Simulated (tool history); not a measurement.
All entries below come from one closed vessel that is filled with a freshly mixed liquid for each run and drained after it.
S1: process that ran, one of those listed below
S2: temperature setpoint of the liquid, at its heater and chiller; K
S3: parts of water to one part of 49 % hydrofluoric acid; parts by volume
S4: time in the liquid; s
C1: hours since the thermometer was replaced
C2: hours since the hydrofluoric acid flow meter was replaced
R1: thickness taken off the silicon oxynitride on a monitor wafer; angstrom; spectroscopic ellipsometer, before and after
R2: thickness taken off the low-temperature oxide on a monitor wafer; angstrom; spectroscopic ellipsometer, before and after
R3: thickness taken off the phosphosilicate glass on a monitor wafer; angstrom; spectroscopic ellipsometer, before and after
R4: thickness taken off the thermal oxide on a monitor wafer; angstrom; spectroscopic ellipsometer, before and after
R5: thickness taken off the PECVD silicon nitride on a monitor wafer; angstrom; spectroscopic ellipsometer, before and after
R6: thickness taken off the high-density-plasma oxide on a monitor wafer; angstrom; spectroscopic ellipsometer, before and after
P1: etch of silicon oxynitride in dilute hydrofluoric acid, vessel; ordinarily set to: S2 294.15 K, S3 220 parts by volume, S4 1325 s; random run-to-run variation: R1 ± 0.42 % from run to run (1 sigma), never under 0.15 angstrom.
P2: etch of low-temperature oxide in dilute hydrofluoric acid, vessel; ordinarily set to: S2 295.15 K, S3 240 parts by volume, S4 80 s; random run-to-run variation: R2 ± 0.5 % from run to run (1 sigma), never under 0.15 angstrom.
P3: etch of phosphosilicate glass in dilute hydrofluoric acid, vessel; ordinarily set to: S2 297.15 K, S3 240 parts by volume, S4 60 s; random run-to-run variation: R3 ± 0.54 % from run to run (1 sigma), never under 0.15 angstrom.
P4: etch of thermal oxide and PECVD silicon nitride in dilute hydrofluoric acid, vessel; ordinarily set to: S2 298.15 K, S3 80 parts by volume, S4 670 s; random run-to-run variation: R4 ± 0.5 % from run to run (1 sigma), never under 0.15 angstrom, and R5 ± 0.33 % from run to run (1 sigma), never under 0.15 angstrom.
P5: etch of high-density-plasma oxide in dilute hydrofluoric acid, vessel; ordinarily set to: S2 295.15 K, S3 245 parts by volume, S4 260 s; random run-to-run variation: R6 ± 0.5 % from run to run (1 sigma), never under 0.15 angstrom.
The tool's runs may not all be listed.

| run | day | S1 | S2 | S3 | S4 | C1 | C2 | R1 | R2 | R3 | R4 | R5 | R6 |
|---|---|---|---|---|---|---|---|---|---|---|---|---|---|
| 1 | 0.350 | P1 | 294.15 | 220 | 1325 | 758.4 | 1288.6 | 71.532 |  |  |  |  |  |
| 2 | 0.708 | P2 | 295.15 | 240 | 30 | 767.0 | 1297.2 |  | 16.384 |  |  |  |  |
| 3 | 0.967 | P3 | 301.15 | 240 | 60 | 773.2 | 1303.4 |  |  | 165.01 |  |  |  |
| 4 | 1.133 | P1 | 290.15 | 220 | 1325 | 777.2 | 1307.4 | 59.907 |  |  |  |  |  |
| 5 | 1.479 | P1 | 294.15 | 220 | 1325 | 785.5 | 1315.7 | 71.643 |  |  |  |  |  |
| 6 | 1.675 | P1 | 290.15 | 305 | 1325 | 790.2 | 1320.4 | 40.707 |  |  |  |  |  |
| 7 | 1.858 | P1 | 294.15 | 220 | 1325 | 794.6 | 1324.8 | 71.761 |  |  |  |  |  |
| 8 | 2.212 | P1 | 294.15 | 340 | 1325 | 803.1 | 1333.3 | 43.064 |  |  |  |  |  |
| 9 | 2.446 | P1 | 294.15 | 220 | 1325 | 808.7 | 1338.9 | 71.625 |  |  |  |  |  |
| 10 | 2.612 | P1 | 294.15 | 35 | 1325 | 812.7 | 1342.9 | 517.940 |  |  |  |  |  |
| 11 | 2.812 | P1 | 298.15 | 220 | 1325 | 817.5 | 1347.7 | 85.147 |  |  |  |  |  |
| 12 | 3.004 | P1 | 294.15 | 220 | 2165 | 822.1 | 1352.3 | 116.930 |  |  |  |  |  |
| 13 | 3.183 | P3 | 297.15 | 95 | 60 | 826.4 | 1356.6 |  |  | 425.77 |  |  |  |
| 14 | 3.446 | P3 | 297.15 | 240 | 105 | 832.7 | 1362.9 |  |  | 252.45 |  |  |  |
| 15 | 3.733 | P2 | 291.15 | 240 | 80 | 839.6 | 1369.8 |  | 37.233 |  |  |  |  |
| 16 | 3.917 | P4 | 298.15 | 80 | 30 | 844.0 | 1374.2 |  |  |  | 18.213 | 18.535 |  |
| 17 | 4.275 | P1 | 294.15 | 220 | 1325 | 852.6 | 1382.8 | 72.207 |  |  |  |  |  |
| 18 | 4.508 | P4 | 304.65 | 80 | 670 | 858.2 | 1388.4 |  |  |  | 516.050 | 627.470 |  |
| 19 | 4.708 | P3 | 297.15 | 240 | 60 | 863.0 | 1393.2 |  |  | 143.88 |  |  |  |
| 20 | 4.904 | P3 | 297.15 | 240 | 60 | 867.7 | 1397.9 |  |  | 143.64 |  |  |  |
| 21 | 5.238 | P2 | 295.15 | 55 | 80 | 875.7 | 1405.9 |  | 235.070 |  |  |  |  |
| 22 | 5.492 | P1 | 294.15 | 85 | 640 | 881.8 | 1412.0 | 98.301 |  |  |  |  |  |
| 23 | 5.671 | P5 | 295.15 | 80 | 260 | 886.1 | 1416.3 |  |  |  |  |  | 172.970 |
| 24 | 5.838 | P1 | 294.15 | 220 | 1325 | 890.1 | 1420.3 | 71.848 |  |  |  |  |  |
| 25 | 6.038 | P2 | 295.15 | 240 | 80 | 894.9 | 1425.1 |  | 43.646 |  |  |  |  |

What will run 26 give?
| 26 | 6.358 | P5 | 299.15 | 245 | 260 | 902.6 | 1432.8 |  |  |  |  |  | ? |

Run 26 produced R6 55.996 angstrom.

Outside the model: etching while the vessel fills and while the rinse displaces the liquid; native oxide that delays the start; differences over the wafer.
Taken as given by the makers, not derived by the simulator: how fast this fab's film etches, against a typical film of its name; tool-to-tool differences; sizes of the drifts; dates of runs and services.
